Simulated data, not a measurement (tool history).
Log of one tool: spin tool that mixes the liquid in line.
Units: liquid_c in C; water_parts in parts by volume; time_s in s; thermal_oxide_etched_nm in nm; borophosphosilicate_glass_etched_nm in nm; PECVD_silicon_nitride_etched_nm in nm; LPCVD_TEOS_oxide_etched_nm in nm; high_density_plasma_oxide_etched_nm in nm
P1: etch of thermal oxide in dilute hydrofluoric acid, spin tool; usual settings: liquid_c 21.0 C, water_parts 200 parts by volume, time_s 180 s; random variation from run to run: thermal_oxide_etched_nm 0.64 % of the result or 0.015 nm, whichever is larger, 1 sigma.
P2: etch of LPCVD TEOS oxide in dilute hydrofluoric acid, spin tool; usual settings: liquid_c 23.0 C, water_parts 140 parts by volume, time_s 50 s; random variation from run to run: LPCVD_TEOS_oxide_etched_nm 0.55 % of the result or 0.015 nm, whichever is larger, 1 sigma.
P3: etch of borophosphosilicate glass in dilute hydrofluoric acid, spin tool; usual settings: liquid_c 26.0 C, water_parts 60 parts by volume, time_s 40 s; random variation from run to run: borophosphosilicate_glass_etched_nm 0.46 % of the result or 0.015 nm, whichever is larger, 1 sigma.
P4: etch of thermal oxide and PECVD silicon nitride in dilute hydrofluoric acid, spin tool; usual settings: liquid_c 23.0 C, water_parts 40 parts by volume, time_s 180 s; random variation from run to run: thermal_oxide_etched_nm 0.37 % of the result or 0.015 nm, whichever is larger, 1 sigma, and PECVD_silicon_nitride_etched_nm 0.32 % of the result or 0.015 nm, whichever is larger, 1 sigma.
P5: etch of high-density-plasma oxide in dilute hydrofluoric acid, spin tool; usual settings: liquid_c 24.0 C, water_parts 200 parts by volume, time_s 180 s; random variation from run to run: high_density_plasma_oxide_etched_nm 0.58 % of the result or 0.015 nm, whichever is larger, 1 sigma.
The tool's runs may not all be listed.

run,hour,process,liquid_c,water_parts,time_s,thermal_oxide_etched_nm,borophosphosilicate_glass_etched_nm,PECVD_silicon_nitride_etched_nm,LPCVD_TEOS_oxide_etched_nm,high_density_plasma_oxide_etched_nm
1,5.8,P1,21.0,200,180,3.4966,,,,
2,10.6,P3,20.5,60,40,,29.344,,,
3,15.1,P4,23.0,40,320,39.9860,,32.432,,
4,18.8,P1,17.0,200,350,5.9187,,,,
5,23.4,P3,26.0,60,15,,13.798,,,
6,28.8,P2,17.0,140,50,,,,13.3790,
7,34.9,P5,32.0,200,180,,,,,5.3267
8,38.1,P2,23.0,140,75,,,,25.9030,
9,44.4,P2,23.0,140,50,,,,17.0500,
10,51.1,P1,21.0,200,180,3.5164,,,,
11,54.7,P4,23.0,40,180,22.5440,,18.182,,
12,60.5,P5,24.0,85,180,,,,,10.8220
13,65.3,P3,26.0,85,40,,25.264,,,
14,70.1,P1,21.0,200,70,1.3688,,,,
15,75.4,P3,26.0,60,40,,36.667,,,
16,81.4,P4,23.0,25,180,36.7380,,28.794,,
17,86.6,P5,24.0,200,315,,,,,7.1155
18,90.6,P4,23.0,40,180,22.5370,,18.185,,
19,95.7,P1,21.0,305,180,2.0707,,,,
20,100.3,P1,21.0,200,180,3.5536,,,,
21,104.6,P1,21.0,200,180,3.5312,,,,
22,111.2,P1,21.0,200,180,3.5099,,,,
23,115.5,P1,21.0,70,180,11.5440,,,,
24,121.9,P1,28.0,200,180,4.5192,,,,
25,125.8,P5,24.0,200,180,,,,,4.0371
26,129.2,P4,28.5,40,180,28.1360,,26.523,,
27,133.9,P1,17.0,200,180,3.0078,,,,
28,137.2,P2,23.0,255,50,,,,8.2995,
29,141.5,P1,21.0,200,275,5.3785,,,,
30,148.0,P1,21.0,200,180,3.5516,,,,
31,152.1,P1,21.0,200,180,3.4409,,,,
32,156.6,P1,21.0,200,180,3.4206,,,,
33,160.3,P1,21.0,200,180,3.3251,,,,
34,166.5,P1,21.0,200,180,3.2689,,,,
35,171.8,P1,21.0,200,180,3.2981,,,,
36,174.9,P1,21.0,200,180,3.3220,,,,

Run 37 comes next. What will it give?
37,178.6,P1,21.0,200,180,?,,,,

{"run 37": {"thermal_oxide_etched_nm": 3.2309}}

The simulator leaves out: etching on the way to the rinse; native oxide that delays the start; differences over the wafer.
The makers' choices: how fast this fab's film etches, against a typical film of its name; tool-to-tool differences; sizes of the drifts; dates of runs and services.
